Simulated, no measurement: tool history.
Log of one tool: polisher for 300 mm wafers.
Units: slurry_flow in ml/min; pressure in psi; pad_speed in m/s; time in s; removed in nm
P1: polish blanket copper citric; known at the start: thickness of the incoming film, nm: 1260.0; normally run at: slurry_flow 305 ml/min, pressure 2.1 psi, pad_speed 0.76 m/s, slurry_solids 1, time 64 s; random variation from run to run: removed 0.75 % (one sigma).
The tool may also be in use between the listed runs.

run	hour	slurry_flow	pressure	pad_speed	slurry_solids	time	wafers polished on this pad	hours since the slurry nozzle was cleaned	hours since the head pressure was calibrated	hours since the slurry blender was calibrated	removed
1	2.8	305	2.1	0.76	1	64	548	334.8	168.1	198.2	80.982
2	7.8	305	2.1	0.76	1	64	596	339.8	173.1	203.2	82.151
3	12.7	380	2.1	0.76	1	64	643	344.7	178	208.1	83.048
4	16.5	305	2.1	0.76	1.5	64	679	348.5	181.8	211.9	89.143
5	22.5	305	2.1	0.38	1	64	737	354.5	187.8	217.9	43.47
6	26	305	2.1	0.76	1	95	770	358	191.3	221.4	120.44
7	29.1	185	2.1	0.76	1	64	800	361.1	194.4	224.5	77.401
8	33.5	305	2.1	0.76	1	64	842	365.5	198.8	228.9	82.356
9	37.8	305	2.1	0.76	1	64	883	369.8	203.1	233.2	82.784
10	43.3	305	2.8	0.76	1	64	936	375.3	208.6	238.7	108.46
11	47	305	1	0.76	1	64	971	379	212.3	242.4	40.373
12	50.5	305	3	0.76	0.8	64	1005	382.5	215.8	245.9	108.16
13	55.3	305	2.1	0.76	1	64	1051	387.3	220.6	250.7	80.837
14	59.8	305	2.1	0.76	1	42	1094	391.8	225.1	255.2	53.468
15	63.2	305	2.1	0.76	1	64	1126	395.2	228.5	258.6	81.742
16	66.8	305	2.1	0.76	0.5	64	1161	398.8	232.1	262.2	70.377
17	70.6	305	2.1	1.12	1	64	1197	402.6	235.9	266	119.99
18	75.6	305	2.1	0.76	1	64	1245	407.6	240.9	271	81.244
19	80.2	305	2.1	0.76	1	64	1289	412.2	245.5	275.6	81.196
20	84.2	305	2.1	0.76	1	64	1327	416.2	249.5	279.6	79.636

Run 21 comes next. What will it give?
21	88.1	305	2.1	0.76	1	64	1365	420.1	253.4	283.5	?

removed: 79.374 nm
